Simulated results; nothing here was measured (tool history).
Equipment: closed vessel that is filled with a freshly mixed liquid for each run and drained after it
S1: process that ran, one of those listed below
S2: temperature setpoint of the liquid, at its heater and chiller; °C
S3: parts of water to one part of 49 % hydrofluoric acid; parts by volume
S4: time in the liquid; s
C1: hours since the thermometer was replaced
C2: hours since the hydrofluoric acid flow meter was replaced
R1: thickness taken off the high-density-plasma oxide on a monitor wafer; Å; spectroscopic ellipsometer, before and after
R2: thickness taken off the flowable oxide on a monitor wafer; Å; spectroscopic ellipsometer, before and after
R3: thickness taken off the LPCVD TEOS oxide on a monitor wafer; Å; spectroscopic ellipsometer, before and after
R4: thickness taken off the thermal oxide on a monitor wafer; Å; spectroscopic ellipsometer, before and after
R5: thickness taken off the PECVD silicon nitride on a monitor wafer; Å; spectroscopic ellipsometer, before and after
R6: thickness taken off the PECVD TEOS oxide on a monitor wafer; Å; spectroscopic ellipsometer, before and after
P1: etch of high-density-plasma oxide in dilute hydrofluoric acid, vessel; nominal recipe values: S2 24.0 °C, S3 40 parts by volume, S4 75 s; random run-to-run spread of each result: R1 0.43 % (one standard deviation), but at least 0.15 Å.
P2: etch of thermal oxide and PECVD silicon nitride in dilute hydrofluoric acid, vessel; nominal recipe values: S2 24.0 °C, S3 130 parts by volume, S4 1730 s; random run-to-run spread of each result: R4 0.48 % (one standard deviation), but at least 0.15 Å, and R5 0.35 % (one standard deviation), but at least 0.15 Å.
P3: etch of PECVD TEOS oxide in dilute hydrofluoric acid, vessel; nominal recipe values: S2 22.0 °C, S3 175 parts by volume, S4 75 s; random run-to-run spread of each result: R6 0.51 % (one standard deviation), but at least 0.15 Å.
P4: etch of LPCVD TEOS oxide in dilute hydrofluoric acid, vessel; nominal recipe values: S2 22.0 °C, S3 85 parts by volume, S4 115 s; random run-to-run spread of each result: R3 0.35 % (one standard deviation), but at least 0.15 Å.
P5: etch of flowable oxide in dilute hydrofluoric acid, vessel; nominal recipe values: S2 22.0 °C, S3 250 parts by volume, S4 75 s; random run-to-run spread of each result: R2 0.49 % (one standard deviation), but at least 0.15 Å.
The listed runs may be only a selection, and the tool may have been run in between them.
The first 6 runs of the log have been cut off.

Run 7, day 1.996: S1 P5, S2 22.0 °C, S3 250 parts by volume, S4 140 s; C1 578.1; C2 319.4. Result: R2 164.17 Å.
Run 8, day 2.225: S1 P2, S2 29.0 °C, S3 130 parts by volume, S4 1730 s; C1 583.6; C2 324.9. Result: R4 702.16 Å, R5 292.78 Å.
Run 9, day 2.412: S1 P4, S2 22.0 °C, S3 85 parts by volume, S4 115 s; C1 588.1; C2 329.4. Result: R3 244.640 Å.
Run 10, day 2.700: S1 P1, S2 17.5 °C, S3 40 parts by volume, S4 75 s; C1 595.0; C2 336.3. Result: R1 80.405 Å.
Run 11, day 3.017: S1 P1, S2 24.0 °C, S3 40 parts by volume, S4 35 s; C1 602.6; C2 343.9. Result: R1 49.628 Å.
Run 12, day 3.321: S1 P4, S2 17.0 °C, S3 85 parts by volume, S4 115 s; C1 609.9; C2 351.2. Result: R3 197.570 Å.
Run 13, day 3.492: S1 P3, S2 22.0 °C, S3 175 parts by volume, S4 30 s; C1 614.0; C2 355.3. Result: R6 18.994 Å.
Run 14, day 3.829: S1 P1, S2 24.0 °C, S3 40 parts by volume, S4 75 s; C1 622.1; C2 363.4. Result: R1 104.750 Å.
Run 15, day 4.133: S1 P3, S2 22.0 °C, S3 175 parts by volume, S4 75 s; C1 629.4; C2 370.7. Result: R6 47.837 Å.
Run 16, day 4.429: S1 P4, S2 22.0 °C, S3 145 parts by volume, S4 115 s; C1 636.5; C2 377.8. Result: R3 134.640 Å.
Run 17, day 4.646: S1 P3, S2 22.0 °C, S3 175 parts by volume, S4 75 s; C1 641.7; C2 383.0. Result: R6 47.482 Å.
Run 18, day 4.925: S1 P3, S2 17.0 °C, S3 175 parts by volume, S4 75 s; C1 648.4; C2 389.7. Result: R6 39.000 Å.

The next listed run, before its measurement:
Run 19, day 5.125: S1 P1, S2 24.0 °C, S3 70 parts by volume, S4 75 s; C1 653.2; C2 394.5. Result: R1 ?.

R1: 58.081 Å
